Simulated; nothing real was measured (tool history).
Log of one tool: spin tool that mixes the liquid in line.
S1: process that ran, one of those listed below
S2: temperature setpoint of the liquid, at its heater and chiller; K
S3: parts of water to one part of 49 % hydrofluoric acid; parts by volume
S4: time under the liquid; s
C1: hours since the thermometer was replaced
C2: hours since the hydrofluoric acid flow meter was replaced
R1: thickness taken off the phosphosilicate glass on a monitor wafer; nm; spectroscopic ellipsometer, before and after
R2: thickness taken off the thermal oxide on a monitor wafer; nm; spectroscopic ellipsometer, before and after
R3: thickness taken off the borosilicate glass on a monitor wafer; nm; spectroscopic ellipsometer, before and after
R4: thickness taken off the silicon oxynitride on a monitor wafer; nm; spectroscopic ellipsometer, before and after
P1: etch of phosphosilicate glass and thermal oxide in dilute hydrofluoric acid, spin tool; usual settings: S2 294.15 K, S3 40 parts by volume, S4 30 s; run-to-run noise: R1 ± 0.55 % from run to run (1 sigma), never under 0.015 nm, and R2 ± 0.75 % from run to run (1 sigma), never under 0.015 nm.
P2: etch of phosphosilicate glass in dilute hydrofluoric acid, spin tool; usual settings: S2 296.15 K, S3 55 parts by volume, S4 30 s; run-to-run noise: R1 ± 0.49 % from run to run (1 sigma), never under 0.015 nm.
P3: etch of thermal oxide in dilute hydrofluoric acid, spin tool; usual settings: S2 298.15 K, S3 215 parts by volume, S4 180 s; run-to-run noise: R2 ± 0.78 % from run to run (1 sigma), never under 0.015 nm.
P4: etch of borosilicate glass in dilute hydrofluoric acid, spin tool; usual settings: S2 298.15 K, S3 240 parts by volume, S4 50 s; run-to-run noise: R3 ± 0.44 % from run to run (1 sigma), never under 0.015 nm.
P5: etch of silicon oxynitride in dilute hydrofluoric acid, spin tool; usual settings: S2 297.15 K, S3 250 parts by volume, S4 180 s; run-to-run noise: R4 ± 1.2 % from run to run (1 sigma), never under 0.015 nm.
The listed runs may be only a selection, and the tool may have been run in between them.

Run 1, hour 4.4: S1 P1, S2 294.15 K, S3 40 parts by volume, S4 30 s; C1 465.7; C2 113.5. Result: R1 84.775 nm, R2 3.2404 nm.
Run 2, hour 7: S1 P1, S2 294.15 K, S3 40 parts by volume, S4 30 s; C1 468.3; C2 116.1. Result: R1 84.46 nm, R2 3.2037 nm.
Run 3, hour 13: S1 P3, S2 298.15 K, S3 215 parts by volume, S4 180 s; C1 474.3; C2 122.1. Result: R2 3.4946 nm.
Run 4, hour 18.6: S1 P4, S2 298.15 K, S3 435 parts by volume, S4 50 s; C1 479.9; C2 127.7. Result: R3 3.7545 nm.
Run 5, hour 22.5: S1 P1, S2 294.15 K, S3 20 parts by volume, S4 55 s; C1 483.8; C2 131.6. Result: R1 316.83 nm, R2 12.255 nm.
Run 6, hour 25.3: S1 P3, S2 298.15 K, S3 215 parts by volume, S4 300 s; C1 486.6; C2 134.4. Result: R2 5.8471 nm.
Run 7, hour 30.5: S1 P1, S2 298.15 K, S3 40 parts by volume, S4 30 s; C1 491.8; C2 139.6. Result: R1 99.174 nm, R2 3.8423 nm.
Run 8, hour 35.8: S1 P2, S2 296.15 K, S3 95 parts by volume, S4 30 s; C1 497.1; C2 144.9. Result: R1 24.548 nm.
Run 9, hour 38.9: S1 P3, S2 302.65 K, S3 215 parts by volume, S4 180 s; C1 500.2; C2 148. Result: R2 4.0922 nm.
At hour 40.3: hydrofluoric acid flow meter replaced.
Run 10, hour 43.2: S1 P2, S2 296.15 K, S3 55 parts by volume, S4 50 s; C1 504.5; C2 2.9. Result: R1 75.105 nm.
Run 11, hour 45.8: S1 P1, S2 294.15 K, S3 40 parts by volume, S4 15 s; C1 507.1; C2 5.5. Result: R1 41.852 nm, R2 1.6134 nm.
Run 12, hour 49.8: S1 P1, S2 290.15 K, S3 40 parts by volume, S4 50 s; C1 511.1; C2 9.5. Result: R1 117.5 nm, R2 4.5032 nm.
Run 13, hour 55: S1 P5, S2 297.15 K, S3 250 parts by volume, S4 180 s; C1 516.3; C2 14.7. Result: R4 1.6671 nm.
Run 14, hour 57.7: S1 P2, S2 296.15 K, S3 55 parts by volume, S4 30 s; C1 519; C2 17.4. Result: R1 44.693 nm.
Run 15, hour 62.8: S1 P1, S2 294.15 K, S3 40 parts by volume, S4 50 s; C1 524.1; C2 22.5. Result: R1 139.29 nm, R2 5.3462 nm.
Run 16, hour 68.6: S1 P5, S2 297.15 K, S3 65 parts by volume, S4 180 s; C1 529.9; C2 28.3. Result: R4 7.4886 nm.
Run 17, hour 73.5: S1 P1, S2 290.15 K, S3 20 parts by volume, S4 30 s; C1 534.8; C2 33.2. Result: R1 144.28 nm, R2 5.5658 nm.
Run 18, hour 77.8: S1 P3, S2 298.15 K, S3 35 parts by volume, S4 180 s; C1 539.1; C2 37.5. Result: R2 26.998 nm.
Run 19, hour 82.3: S1 P2, S2 296.15 K, S3 55 parts by volume, S4 30 s; C1 543.6; C2 42. Result: R1 44.899 nm.
Run 20, hour 87.2: S1 P1, S2 290.15 K, S3 40 parts by volume, S4 30 s; C1 548.5; C2 46.9. Result: R1 70.913 nm, R2 2.6863 nm.
Run 21, hour 92.4: S1 P5, S2 291.15 K, S3 250 parts by volume, S4 180 s; C1 553.7; C2 52.1. Result: R4 1.2536 nm.
Run 22, hour 97.8: S1 P2, S2 290.15 K, S3 55 parts by volume, S4 30 s; C1 559.1; C2 57.5. Result: R1 34.918 nm.
Run 23, hour 100.8: S1 P1, S2 294.15 K, S3 20 parts by volume, S4 30 s; C1 562.1; C2 60.5. Result: R1 173.43 nm, R2 6.6026 nm.
Run 24, hour 103.8: S1 P1, S2 294.15 K, S3 40 parts by volume, S4 30 s; C1 565.1; C2 63.5. Result: R1 84.046 nm, R2 3.1709 nm.
Run 25, hour 106.9: S1 P3, S2 298.15 K, S3 215 parts by volume, S4 180 s; C1 568.2; C2 66.6. Result: R2 3.4784 nm.
Run 26, hour 110.6: S1 P5, S2 297.15 K, S3 250 parts by volume, S4 310 s; C1 571.9; C2 70.3. Result: R4 2.9126 nm.
Run 27, hour 114.7: S1 P1, S2 294.15 K, S3 40 parts by volume, S4 30 s; C1 576; C2 74.4. Result: R1 83.068 nm, R2 3.1698 nm.
Run 28, hour 119: S1 P4, S2 298.15 K, S3 240 parts by volume, S4 50 s; C1 580.3; C2 78.7. Result: R3 8.2532 nm.
Run 29, hour 124: S1 P4, S2 304.65 K, S3 240 parts by volume, S4 50 s; C1 585.3; C2 83.7. Result: R3 10.286 nm.
Run 30, hour 128.4: S1 P1, S2 294.15 K, S3 65 parts by volume, S4 30 s; C1 589.7; C2 88.1. Result: R1 50.225 nm, R2 1.9027 nm.
Run 31, hour 132.4: S1 P4, S2 298.15 K, S3 240 parts by volume, S4 25 s; C1 593.7; C2 92.1. Result: R3 4.1386 nm.
Run 32, hour 136.1: S1 P1, S2 294.15 K, S3 40 parts by volume, S4 30 s; C1 597.4; C2 95.8. Result: R1 84.917 nm, R2 3.2225 nm.
Run 33, hour 141.7: S1 P1, S2 294.15 K, S3 40 parts by volume, S4 30 s; C1 603; C2 101.4. Result: R1 87.586 nm, R2 3.2741 nm.
Run 34, hour 147.4: S1 P1, S2 294.15 K, S3 40 parts by volume, S4 30 s; C1 608.7; C2 107.1. Result: R1 89.139 nm, R2 3.4221 nm.
Run 35, hour 152: S1 P1, S2 294.15 K, S3 40 parts by volume, S4 30 s; C1 613.3; C2 111.7. Result: R1 90.397 nm, R2 3.4874 nm.
Run 36, hour 156.6: S1 P1, S2 294.15 K, S3 40 parts by volume, S4 30 s; C1 617.9; C2 116.3. Result: R1 89.914 nm, R2 3.4744 nm.
Run 37, hour 160.9: S1 P1, S2 294.15 K, S3 40 parts by volume, S4 30 s; C1 622.2; C2 120.6. Result: R1 90.823 nm, R2 3.4916 nm.
Run 38, hour 165.5: S1 P1, S2 294.15 K, S3 40 parts by volume, S4 30 s; C1 626.8; C2 125.2. Result: R1 91.445 nm, R2 3.4857 nm.
Run 39, hour 169.7: S1 P1, S2 294.15 K, S3 40 parts by volume, S4 30 s; C1 631; C2 129.4. Result: R1 91.75 nm, R2 3.5156 nm.
Run 40, hour 172.9: S1 P1, S2 294.15 K, S3 40 parts by volume, S4 30 s; C1 634.2; C2 132.6. Result: R1 91.905 nm, R2 3.5239 nm.
Run 41, hour 176.1: S1 P1, S2 294.15 K, S3 40 parts by volume, S4 30 s; C1 637.4; C2 135.8. Result: R1 90.959 nm, R2 3.5498 nm.
Run 42, hour 179.4: S1 P1, S2 294.15 K, S3 40 parts by volume, S4 30 s; C1 640.7; C2 139.1. Result: R1 92.253 nm, R2 3.5123 nm.

Compared with where it was, what P1 gives has crept away. Each cause listed below fits the log as well as the rest, at the size given for it:
A: liquid hotter than its thermometer reads (K) = 2.18
B: hydrofluoric acid flow above the setpoint (%) = 9.16
The gradual shift began around hour 136.1.

Which of the 4 check runs listed below separates the causes, so that each cause would produce a clearly different result? Each run uses one wafer, and its results are marked with question marks.
Run check 1, hour 182.7: S1 P2, S2 293.15 K, S3 55 parts by volume, S4 50 s. Result: R1 ?.
Run check 2, hour 182.7: S1 P4, S2 298.15 K, S3 415 parts by volume, S4 50 s. Result: R3 ?.
Run check 3, hour 182.7: S1 P5, S2 292.15 K, S3 110 parts by volume, S4 180 s. Result: R4 ?.
Run check 4, hour 182.7: S1 P3, S2 298.15 K, S3 40 parts by volume, S4 280 s. Result: R2 ?.

How each check would come out, cause by cause:
  check  result    if A    if B
check 1      R1  72.272  72.402
check 2      R3  4.3093  4.5323
check 3      R4  3.7284  3.6842
check 4      R2   39.74  39.873
Minimum pairwise separation of causes per check, each pair taken at its best-separating result: check 1 0.18 %; check 2 5.04 %; check 3 1.19 %; check 4 0.34 %
Check 2 distinguishes between the causes, while the remaining checks would return nearly the same result for all of them.

Check 2 was then run and gave: R3 4.5591 nm. Which cause is it?

It was cause B: hydrofluoric acid flow above the setpoint (%).
